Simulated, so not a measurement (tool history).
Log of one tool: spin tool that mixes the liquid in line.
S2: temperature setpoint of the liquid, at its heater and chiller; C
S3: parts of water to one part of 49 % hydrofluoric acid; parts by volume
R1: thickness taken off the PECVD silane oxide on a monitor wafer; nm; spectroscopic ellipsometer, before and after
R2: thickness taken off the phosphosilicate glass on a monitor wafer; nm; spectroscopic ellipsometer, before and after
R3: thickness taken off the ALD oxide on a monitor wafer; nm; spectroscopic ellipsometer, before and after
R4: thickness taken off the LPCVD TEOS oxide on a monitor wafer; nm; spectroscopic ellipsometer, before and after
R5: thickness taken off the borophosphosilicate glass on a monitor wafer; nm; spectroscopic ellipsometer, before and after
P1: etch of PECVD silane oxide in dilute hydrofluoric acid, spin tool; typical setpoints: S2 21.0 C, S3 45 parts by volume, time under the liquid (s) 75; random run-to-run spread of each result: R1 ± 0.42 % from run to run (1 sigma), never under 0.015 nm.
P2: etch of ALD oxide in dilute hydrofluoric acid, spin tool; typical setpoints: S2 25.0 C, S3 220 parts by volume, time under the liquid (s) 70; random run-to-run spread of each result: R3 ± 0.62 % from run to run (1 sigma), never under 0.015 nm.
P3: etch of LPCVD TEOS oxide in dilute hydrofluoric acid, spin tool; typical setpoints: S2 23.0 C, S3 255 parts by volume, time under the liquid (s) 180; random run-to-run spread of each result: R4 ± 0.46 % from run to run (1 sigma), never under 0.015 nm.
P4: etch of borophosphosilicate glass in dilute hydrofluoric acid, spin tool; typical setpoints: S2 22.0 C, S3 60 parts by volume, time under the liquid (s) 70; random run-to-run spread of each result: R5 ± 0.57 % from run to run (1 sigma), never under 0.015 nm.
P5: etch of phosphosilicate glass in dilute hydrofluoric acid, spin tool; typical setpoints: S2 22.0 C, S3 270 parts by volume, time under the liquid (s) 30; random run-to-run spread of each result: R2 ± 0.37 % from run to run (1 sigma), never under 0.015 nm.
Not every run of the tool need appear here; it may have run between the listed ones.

Run 1, hour 3.5: process that ran P1, S2 21.0 C, S3 45 parts by volume, time under the liquid (s) 75. Result: R1 27.8840 nm.
Run 2, hour 7.9: process that ran P5, S2 30.0 C, S3 270 parts by volume, time under the liquid (s) 30. Result: R2 17.1330 nm.
Run 3, hour 14.5: process that ran P1, S2 21.0 C, S3 45 parts by volume, time under the liquid (s) 25. Result: R1 9.3122 nm.
Run 4, hour 19.0: process that ran P1, S2 21.0 C, S3 25 parts by volume, time under the liquid (s) 75. Result: R1 52.1170 nm.
Run 5, hour 25.8: process that ran P1, S2 17.0 C, S3 45 parts by volume, time under the liquid (s) 75. Result: R1 23.5820 nm.
Run 6, hour 31.8: process that ran P1, S2 21.0 C, S3 45 parts by volume, time under the liquid (s) 115. Result: R1 42.9140 nm.
Run 7, hour 37.7: process that ran P1, S2 21.0 C, S3 45 parts by volume, time under the liquid (s) 75. Result: R1 28.1580 nm.
Run 8, hour 43.3: process that ran P2, S2 25.0 C, S3 220 parts by volume, time under the liquid (s) 70. Result: R3 4.24930 nm.
Run 9, hour 48.2: process that ran P5, S2 22.0 C, S3 270 parts by volume, time under the liquid (s) 30. Result: R2 12.9860 nm.
Run 10, hour 55.3: process that ran P3, S2 23.0 C, S3 255 parts by volume, time under the liquid (s) 320. Result: R4 25.709 nm.
Run 11, hour 59.6: process that ran P4, S2 22.0 C, S3 20 parts by volume, time under the liquid (s) 70. Result: R5 120.560 nm.
Run 12, hour 64.6: process that ran P5, S2 22.0 C, S3 270 parts by volume, time under the liquid (s) 15. Result: R2 6.5121 nm.
Run 13, hour 71.9: process that ran P1, S2 21.0 C, S3 65 parts by volume, time under the liquid (s) 75. Result: R1 18.8850 nm.
Run 14, hour 75.6: process that ran P1, S2 21.0 C, S3 60 parts by volume, time under the liquid (s) 115. Result: R1 31.5010 nm.
Run 15, hour 82.7: process that ran P1, S2 21.0 C, S3 45 parts by volume, time under the liquid (s) 75. Result: R1 28.0220 nm.
Run 16, hour 88.1: process that ran P1, S2 25.5 C, S3 45 parts by volume, time under the liquid (s) 75. Result: R1 33.8170 nm.
Run 17, hour 91.8: process that ran P1, S2 21.0 C, S3 45 parts by volume, time under the liquid (s) 75. Result: R1 28.0460 nm.
Run 18, hour 95.0: process that ran P4, S2 22.0 C, S3 60 parts by volume, time under the liquid (s) 70. Result: R5 38.141 nm.
Run 19, hour 99.8: process that ran P4, S2 22.0 C, S3 60 parts by volume, time under the liquid (s) 125. Result: R5 68.222 nm.
Run 20, hour 105.4: process that ran P1, S2 17.5 C, S3 20 parts by volume, time under the liquid (s) 75. Result: R1 56.0620 nm.
Run 21, hour 112.2: process that ran P1, S2 21.0 C, S3 65 parts by volume, time under the liquid (s) 115. Result: R1 29.1540 nm.
Run 22, hour 116.8: process that ran P3, S2 23.0 C, S3 55 parts by volume, time under the liquid (s) 180. Result: R4 82.917 nm.
Run 23, hour 120.4: process that ran P4, S2 17.0 C, S3 60 parts by volume, time under the liquid (s) 70. Result: R5 31.111 nm.
Run 24, hour 125.7: process that ran P3, S2 17.0 C, S3 255 parts by volume, time under the liquid (s) 180. Result: R4 11.488 nm.

Expected results for the next run?
Run 25, hour 131.8: process that ran P2, S2 25.0 C, S3 220 parts by volume, time under the liquid (s) 15. Result: R3 ?.

Run 25 produced R3 0.91043 nm.
